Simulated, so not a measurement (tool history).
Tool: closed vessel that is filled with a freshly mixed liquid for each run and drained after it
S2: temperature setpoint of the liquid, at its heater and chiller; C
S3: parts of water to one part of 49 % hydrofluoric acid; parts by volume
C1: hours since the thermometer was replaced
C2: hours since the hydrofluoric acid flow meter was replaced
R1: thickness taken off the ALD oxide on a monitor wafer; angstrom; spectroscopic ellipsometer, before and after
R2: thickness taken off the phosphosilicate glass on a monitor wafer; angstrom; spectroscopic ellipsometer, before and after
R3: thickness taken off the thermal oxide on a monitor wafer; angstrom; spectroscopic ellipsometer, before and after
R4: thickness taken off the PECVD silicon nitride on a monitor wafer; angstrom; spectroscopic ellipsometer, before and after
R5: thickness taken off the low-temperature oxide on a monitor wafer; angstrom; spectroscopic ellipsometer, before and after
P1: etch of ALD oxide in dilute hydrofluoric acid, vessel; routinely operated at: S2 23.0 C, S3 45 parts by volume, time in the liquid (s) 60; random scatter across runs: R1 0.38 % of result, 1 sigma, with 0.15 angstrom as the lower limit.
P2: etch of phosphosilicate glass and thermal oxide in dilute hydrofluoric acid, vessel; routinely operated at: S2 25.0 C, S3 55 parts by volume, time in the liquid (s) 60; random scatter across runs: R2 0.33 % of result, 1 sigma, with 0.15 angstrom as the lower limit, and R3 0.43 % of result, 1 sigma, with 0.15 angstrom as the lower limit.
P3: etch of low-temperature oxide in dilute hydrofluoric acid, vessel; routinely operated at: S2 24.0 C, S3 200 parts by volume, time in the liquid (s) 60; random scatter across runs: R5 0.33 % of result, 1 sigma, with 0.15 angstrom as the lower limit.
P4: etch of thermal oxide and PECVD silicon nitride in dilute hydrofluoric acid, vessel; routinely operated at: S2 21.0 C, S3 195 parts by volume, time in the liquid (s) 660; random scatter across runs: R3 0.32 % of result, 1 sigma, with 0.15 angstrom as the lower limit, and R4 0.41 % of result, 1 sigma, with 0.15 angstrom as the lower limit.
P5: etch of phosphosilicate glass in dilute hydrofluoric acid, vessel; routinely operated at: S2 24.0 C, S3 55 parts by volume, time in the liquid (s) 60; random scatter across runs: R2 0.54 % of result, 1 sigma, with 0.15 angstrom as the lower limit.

{"run": 1, "hour": 7.5, "process that ran": "P1", "S2": 23.0, "S3": 45, "time in the liquid (s)": 60, "C1": 1854.9, "C2": 238.8, "R1": 402.57}
{"run": 2, "hour": 12.6, "process that ran": "P1", "S2": 23.0, "S3": 45, "time in the liquid (s)": 30, "C1": 1860.0, "C2": 243.9, "R1": 204.12}
{"run": 3, "hour": 23.7, "process that ran": "P2", "S2": 17.0, "S3": 55, "time in the liquid (s)": 60, "C1": 1871.1, "C2": 255.0, "R2": 603.0, "R3": 39.75}
{"run": 4, "hour": 29.8, "process that ran": "P1", "S2": 27.0, "S3": 45, "time in the liquid (s)": 60, "C1": 1877.2, "C2": 261.1, "R1": 478.28}
{"run": 5, "hour": 38.0, "process that ran": "P4", "S2": 21.0, "S3": 195, "time in the liquid (s)": 950, "C1": 1885.4, "C2": 269.3, "R3": 186.86, "R4": 130.29}
{"run": 6, "hour": 43.2, "process that ran": "P4", "S2": 21.0, "S3": 360, "time in the liquid (s)": 660, "C1": 1890.6, "C2": 274.5, "R3": 59.858, "R4": 50.565}
{"run": 7, "hour": 52.8, "process that ran": "P1", "S2": 23.0, "S3": 45, "time in the liquid (s)": 60, "C1": 1900.2, "C2": 284.1, "R1": 406.35}
{"run": 8, "hour": 63.3, "process that ran": "P3", "S2": 24.0, "S3": 65, "time in the liquid (s)": 60, "C1": 1910.7, "C2": 294.6, "R5": 350.15}
{"run": 9, "hour": 73.3, "process that ran": "P1", "S2": 23.0, "S3": 45, "time in the liquid (s)": 60, "C1": 1920.7, "C2": 304.6, "R1": 408.53}
{"run": 10, "hour": 83.8, "process that ran": "P4", "S2": 21.0, "S3": 195, "time in the liquid (s)": 660, "C1": 1931.2, "C2": 315.1, "R3": 129.8, "R4": 90.949}
{"run": 11, "hour": 90.8, "process that ran": "P1", "S2": 23.0, "S3": 20, "time in the liquid (s)": 60, "C1": 1938.2, "C2": 322.1, "R1": 945.19}
{"run": 12, "hour": 96.2, "process that ran": "P3", "S2": 24.0, "S3": 200, "time in the liquid (s)": 60, "C1": 1943.6, "C2": 327.5, "R5": 97.234}
{"run": 13, "hour": 107.0, "process that ran": "P3", "S2": 24.0, "S3": 200, "time in the liquid (s)": 30, "C1": 1954.4, "C2": 338.3, "R5": 48.516}
{"run": 14, "hour": 112.6, "process that ran": "P1", "S2": 23.0, "S3": 45, "time in the liquid (s)": 60, "C1": 1960.0, "C2": 343.9, "R1": 407.37}
{"run": 15, "hour": 124.2, "process that ran": "P4", "S2": 17.0, "S3": 195, "time in the liquid (s)": 660, "C1": 1971.6, "C2": 355.5, "R3": 110.87, "R4": 69.117}
{"run": 16, "hour": 133.3, "process that ran": "P5", "S2": 24.0, "S3": 55, "time in the liquid (s)": 115, "C1": 1980.7, "C2": 364.6, "R2": 2980.5}
{"run": 17, "hour": 141.8, "process that ran": "P5", "S2": 24.0, "S3": 100, "time in the liquid (s)": 60, "C1": 1989.2, "C2": 373.1, "R2": 816.04}
{"run": 18, "hour": 153.7, "process that ran": "P5", "S2": 24.0, "S3": 55, "time in the liquid (s)": 60, "C1": 2001.1, "C2": 385.0, "R2": 1557.3}
{"run": 19, "hour": 163.4, "process that ran": "P5", "S2": 24.0, "S3": 55, "time in the liquid (s)": 60, "C1": 2010.8, "C2": 394.7, "R2": 1563.0}
{"run": 20, "hour": 171.2, "process that ran": "P1", "S2": 23.0, "S3": 45, "time in the liquid (s)": 60, "C1": 2018.6, "C2": 402.5, "R1": 405.05}
{"run": 21, "hour": 182.5, "process that ran": "P1", "S2": 23.0, "S3": 45, "time in the liquid (s)": 60, "C1": 2029.9, "C2": 413.8, "R1": 405.08}
{"run": 22, "hour": 189.1, "process that ran": "P5", "S2": 19.5, "S3": 55, "time in the liquid (s)": 60, "C1": 2036.5, "C2": 420.4, "R2": 1288.6}
{"run": 23, "hour": 198.4, "process that ran": "P2", "S2": 25.0, "S3": 55, "time in the liquid (s)": 110, "C1": 2045.8, "C2": 429.7, "R2": 1545.7, "R3": 100.5}
{"run": 24, "hour": 205.9, "process that ran": "P1", "S2": 27.0, "S3": 45, "time in the liquid (s)": 110, "C1": 2053.3, "C2": 437.2, "R1": 880.5}
{"run": 25, "hour": 215.6, "process that ran": "P1", "S2": 23.0, "S3": 65, "time in the liquid (s)": 60, "C1": 2063.0, "C2": 446.9, "R1": 273.72}
{"run": 26, "hour": 224.8, "process that ran": "P3", "S2": 32.0, "S3": 200, "time in the liquid (s)": 60, "C1": 2072.2, "C2": 456.1, "R5": 128.36}
{"run": 27, "hour": 236.4, "process that ran": "P4", "S2": 21.0, "S3": 195, "time in the liquid (s)": 660, "C1": 2083.8, "C2": 467.7, "R3": 129.6, "R4": 90.777}
{"run": 28, "hour": 246.7, "process that ran": "P1", "S2": 23.0, "S3": 45, "time in the liquid (s)": 90, "C1": 2094.1, "C2": 478.0, "R1": 614.95}
{"run": 29, "hour": 256.4, "process that ran": "P2", "S2": 25.0, "S3": 85, "time in the liquid (s)": 60, "C1": 2103.8, "C2": 487.7, "R2": 524.6, "R3": 34.315}
{"run": 30, "hour": 266.2, "process that ran": "P2", "S2": 25.0, "S3": 55, "time in the liquid (s)": 60, "C1": 2113.6, "C2": 497.5, "R2": 841.48, "R3": 55.148}

What will run 31 give?
{"run": 31, "hour": 271.8, "process that ran": "P1", "S2": 17.0, "S3": 45, "time in the liquid (s)": 60, "C1": 2119.2, "C2": 503.1, "R1": "?"}

{"run 31": {"R1": 316.49}}
